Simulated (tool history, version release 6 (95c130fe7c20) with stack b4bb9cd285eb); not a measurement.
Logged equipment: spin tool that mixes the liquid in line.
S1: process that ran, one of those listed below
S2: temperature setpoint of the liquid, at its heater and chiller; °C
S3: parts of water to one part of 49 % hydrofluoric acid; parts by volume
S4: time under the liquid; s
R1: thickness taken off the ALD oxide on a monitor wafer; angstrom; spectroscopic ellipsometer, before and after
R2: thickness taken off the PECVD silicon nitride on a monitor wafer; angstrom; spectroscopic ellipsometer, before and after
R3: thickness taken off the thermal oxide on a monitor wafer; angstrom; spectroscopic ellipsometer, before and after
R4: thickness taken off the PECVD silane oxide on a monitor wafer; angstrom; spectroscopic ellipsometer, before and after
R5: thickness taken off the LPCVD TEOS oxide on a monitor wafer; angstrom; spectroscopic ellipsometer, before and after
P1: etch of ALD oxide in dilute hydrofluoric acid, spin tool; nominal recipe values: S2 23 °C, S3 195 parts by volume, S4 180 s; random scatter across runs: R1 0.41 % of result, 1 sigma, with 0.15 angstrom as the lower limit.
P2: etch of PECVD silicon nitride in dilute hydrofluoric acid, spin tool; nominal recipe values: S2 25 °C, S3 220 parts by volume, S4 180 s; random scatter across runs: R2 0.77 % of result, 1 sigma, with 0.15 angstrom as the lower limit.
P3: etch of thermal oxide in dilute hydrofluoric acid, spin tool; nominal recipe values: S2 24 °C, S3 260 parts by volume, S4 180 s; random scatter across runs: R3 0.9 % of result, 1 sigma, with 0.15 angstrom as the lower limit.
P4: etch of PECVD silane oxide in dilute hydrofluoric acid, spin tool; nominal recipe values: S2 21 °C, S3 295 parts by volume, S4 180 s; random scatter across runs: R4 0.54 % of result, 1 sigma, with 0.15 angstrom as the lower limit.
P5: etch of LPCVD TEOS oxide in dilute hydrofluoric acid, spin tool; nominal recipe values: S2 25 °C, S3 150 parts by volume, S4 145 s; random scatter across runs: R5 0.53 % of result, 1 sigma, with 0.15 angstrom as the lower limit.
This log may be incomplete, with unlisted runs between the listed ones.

run     day  S1    S2   S3   S4      R1      R2      R3      R4      R5
  1   0.338  P1    23  195  180  190.41
  2   0.608  P2    25  220   15          2.3538
  3   0.954  P1    19  195  180   162.9
  4   1.275  P1    23  195  300  313.91
  5   1.696  P1    23   65  180   659.3
  6       2  P3    24  260   15                  2.1528
  7   2.321  P1    23  270  180  126.91
  8   2.712  P1    23  195  180  189.83
  9   3.075  P4  28.5  295  180                          145.59
 10   3.483  P5    25  150  275                                   645.3
 11   3.854  P1    28  195  180  227.16
 12   4.317  P2    25  220  180           24.92
 13   4.612  P3    17  260  180                  19.704
 14   5.021  P4    21  295   15                          9.7616
 15   5.492  P1    23  195   15  15.943
 16   5.888  P1    23   45   60  325.89
 17   6.358  P3    24  260  180                   25.93
 18   6.583  P4    21  170  180                          218.31
 19   7.021  P1    23  195  180  189.66
 20   7.425  P5    25  150  145                                  337.87
 21   7.762  P5    31  150  145                                  424.29
 22       8  P1    23  195  180  187.96
 23   8.233  P2    25   60  180          92.137
 24   8.454  P1    23  195  180  189.92
 25   8.883  P3    24  365  180                  16.663
 26   9.275  P4    21  295  180                          111.18
 27   9.525  P5    25  150  145                                  341.08
 28   9.738  P1    17  195   20  16.468
 29  10.208  P2    31  220  180          36.405
 30  10.621  P2    25  220  180          25.645
 31  11.088  P5    25  220  145                                  211.94
 32  11.479  P1    23  195  180  190.33
 33  11.838  P1    23  195  180  182.69
 34    12.3  P1    23  195  180  177.63
 35  12.546  P1    23  195  180  177.33
 36  12.796  P1    23  195  180  175.84
 37    13.2  P1    23  195  180  173.06
 38  13.621  P1    23  195  180  174.16
 39   13.85  P1    23  195  180  173.35

Compared with where it was, what P1 gives has crept away. Each cause listed below fits the log as well as the rest, at the size given for it:
A: hydrofluoric acid flow below the setpoint (%) = 6.75
B: liquid colder than its thermometer reads (K) = 2.24
Creep in the process output first set in at about day 11.479.

Below are 4 check runs, each on a single wafer, with their results shown as question marks. Which of them would tell the listed causes apart, meaning the causes would give clearly different results under it?
check 1  14.079  P4  25.5  295   30               ?
check 2  14.079  P5  30.5  150  145                   ?
check 3  14.079  P3    17  260  180           ?
check 4  14.079  P2    25   85   55       ?

What every check run would give for each of its results, assuming each possible cause in turn:
  check  result    if A    if B
check 1      R4  19.868  20.138
check 2      R5  382.32  383.52
check 3      R3  18.179  18.148
check 4      R2  18.552  17.131
How far apart the two closest causes lie, in the result that separates them most: check 1 1.35 %; check 2 0.31 %; check 3 0.17 %; check 4 7.97 %
Only check 4 tells the causes apart: in the others they would give nearly the same result.

After running check 4, the following was obtained: R2 18.62 angstrom. Which cause does this point to?

It was cause A: hydrofluoric acid flow below the setpoint (%).

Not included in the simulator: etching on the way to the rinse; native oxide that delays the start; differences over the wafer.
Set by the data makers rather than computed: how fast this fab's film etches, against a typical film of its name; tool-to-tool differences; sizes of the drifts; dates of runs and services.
